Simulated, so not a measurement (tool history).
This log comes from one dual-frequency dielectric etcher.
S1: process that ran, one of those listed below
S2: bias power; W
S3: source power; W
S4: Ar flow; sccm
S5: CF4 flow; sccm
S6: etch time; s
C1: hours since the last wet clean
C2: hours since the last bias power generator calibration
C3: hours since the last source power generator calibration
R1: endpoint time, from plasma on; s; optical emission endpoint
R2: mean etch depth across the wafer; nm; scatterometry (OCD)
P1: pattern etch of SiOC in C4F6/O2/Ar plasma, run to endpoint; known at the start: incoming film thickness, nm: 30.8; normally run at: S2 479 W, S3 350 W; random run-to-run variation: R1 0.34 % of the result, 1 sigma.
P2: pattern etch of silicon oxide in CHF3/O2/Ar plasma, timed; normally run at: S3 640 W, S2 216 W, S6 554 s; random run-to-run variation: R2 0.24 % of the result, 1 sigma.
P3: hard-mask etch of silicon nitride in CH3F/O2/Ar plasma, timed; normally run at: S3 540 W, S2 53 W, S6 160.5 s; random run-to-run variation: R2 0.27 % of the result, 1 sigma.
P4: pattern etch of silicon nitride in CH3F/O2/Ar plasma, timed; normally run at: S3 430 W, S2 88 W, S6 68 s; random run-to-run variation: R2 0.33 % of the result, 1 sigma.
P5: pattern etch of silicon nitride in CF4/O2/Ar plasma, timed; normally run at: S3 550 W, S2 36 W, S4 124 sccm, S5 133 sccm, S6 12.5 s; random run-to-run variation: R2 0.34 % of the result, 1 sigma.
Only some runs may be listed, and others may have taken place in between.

{"run": 1, "hour": 13.7, "S1": "P1", "S2": 479, "S3": 350, "C1": 265.5, "C2": 2100.6, "C3": 1055.5, "R1": 11.047}
{"run": 2, "hour": 27.6, "S1": "P5", "S2": 36, "S3": 550, "S4": 124, "S5": 79, "S6": 12.5, "C1": 279.4, "C2": 2114.5, "C3": 1069.4, "R2": 22.685}
{"run": 3, "hour": 35.1, "S1": "P1", "S2": 370, "S3": 350, "C1": 286.9, "C2": 2122, "C3": 1076.9, "R1": 12.002}
{"run": 4, "hour": 48.0, "S1": "P2", "S2": 216, "S3": 640, "S6": 554, "C1": 299.8, "C2": 2134.9, "C3": 1089.8, "R2": 1232.2}
{"run": 5, "hour": 61.7, "S1": "P1", "S2": 373, "S3": 440, "C1": 313.5, "C2": 2148.6, "C3": 1103.5, "R1": 11.049}
{"run": 6, "hour": 72.1, "S1": "P1", "S2": 479, "S3": 350, "C1": 323.9, "C2": 2159, "C3": 1113.9, "R1": 10.944}
{"run": 7, "hour": 83.5, "S1": "P3", "S2": 53, "S3": 720, "S6": 160.5, "C1": 335.3, "C2": 2170.4, "C3": 1125.3, "R2": 126.54}
{"hour": 93.0, "done": "wet clean of the chamber"}
{"run": 8, "hour": 95.4, "S1": "P3", "S2": 35, "S3": 540, "S6": 160.5, "C1": 2.5, "C2": 2182.3, "C3": 1137.2, "R2": 100.56}
{"run": 9, "hour": 106.4, "S1": "P1", "S2": 479, "S3": 350, "C1": 13.5, "C2": 2193.3, "C3": 1148.2, "R1": 10.928}
{"run": 10, "hour": 116.0, "S1": "P5", "S2": 36, "S3": 550, "S4": 124, "S5": 133, "S6": 12.5, "C1": 23.1, "C2": 2202.9, "C3": 1157.8, "R2": 24.366}
{"run": 11, "hour": 131.7, "S1": "P3", "S2": 53, "S3": 540, "S6": 160.5, "C1": 38.8, "C2": 2218.6, "C3": 1173.5, "R2": 113.39}
{"run": 12, "hour": 140.6, "S1": "P1", "S2": 366, "S3": 280, "C1": 47.7, "C2": 2227.5, "C3": 1182.4, "R1": 13.133}
{"run": 13, "hour": 154.3, "S1": "P4", "S2": 88, "S3": 430, "S6": 68, "C1": 61.4, "C2": 2241.2, "C3": 1196.1, "R2": 52.554}
{"run": 14, "hour": 165.5, "S1": "P2", "S2": 216, "S3": 400, "S6": 554, "C1": 72.6, "C2": 2252.4, "C3": 1207.3, "R2": 1028.9}
{"run": 15, "hour": 180.2, "S1": "P4", "S2": 88, "S3": 310, "S6": 68, "C1": 87.3, "C2": 2267.1, "C3": 1222, "R2": 46.367}
{"run": 16, "hour": 196.1, "S1": "P1", "S2": 479, "S3": 350, "C1": 103.2, "C2": 2283, "C3": 1237.9, "R1": 10.968}
{"run": 17, "hour": 211.3, "S1": "P5", "S2": 36, "S3": 550, "S4": 124, "S5": 133, "S6": 12.5, "C1": 118.4, "C2": 2298.2, "C3": 1253.1, "R2": 24.45}
{"run": 18, "hour": 224.6, "S1": "P1", "S2": 479, "S3": 250, "C1": 131.7, "C2": 2311.5, "C3": 1266.4, "R1": 12.334}
{"hour": 224.9, "done": "bias power generator calibrated"}
{"run": 19, "hour": 233.6, "S1": "P1", "S2": 479, "S3": 470, "C1": 140.7, "C2": 8.8, "C3": 1275.4, "R1": 9.7957}
{"run": 20, "hour": 243.0, "S1": "P1", "S2": 479, "S3": 350, "C1": 150.1, "C2": 18.2, "C3": 1284.8, "R1": 11.011}
{"run": 21, "hour": 254.3, "S1": "P4", "S2": 63, "S3": 430, "S6": 68, "C1": 161.4, "C2": 29.5, "C3": 1296.1, "R2": 46.877}
{"run": 22, "hour": 269.1, "S1": "P5", "S2": 36, "S3": 550, "S4": 124, "S5": 133, "S6": 16.5, "C1": 176.2, "C2": 44.3, "C3": 1310.9, "R2": 32.476}
{"run": 23, "hour": 282.6, "S1": "P2", "S2": 270, "S3": 640, "S6": 554, "C1": 189.7, "C2": 57.8, "C3": 1324.4, "R2": 1334.9}
{"run": 24, "hour": 298.7, "S1": "P5", "S2": 49, "S3": 550, "S4": 124, "S5": 133, "S6": 12.5, "C1": 205.8, "C2": 73.9, "C3": 1340.5, "R2": 27.426}

Forecast run 25:
{"run": 25, "hour": 306.8, "S1": "P3", "S2": 53, "S3": 540, "S6": 97, "C1": 213.9, "C2": 82, "C3": 1348.6, "R2": "?"}

For run 25 the tool returned R2 68.452 nm.

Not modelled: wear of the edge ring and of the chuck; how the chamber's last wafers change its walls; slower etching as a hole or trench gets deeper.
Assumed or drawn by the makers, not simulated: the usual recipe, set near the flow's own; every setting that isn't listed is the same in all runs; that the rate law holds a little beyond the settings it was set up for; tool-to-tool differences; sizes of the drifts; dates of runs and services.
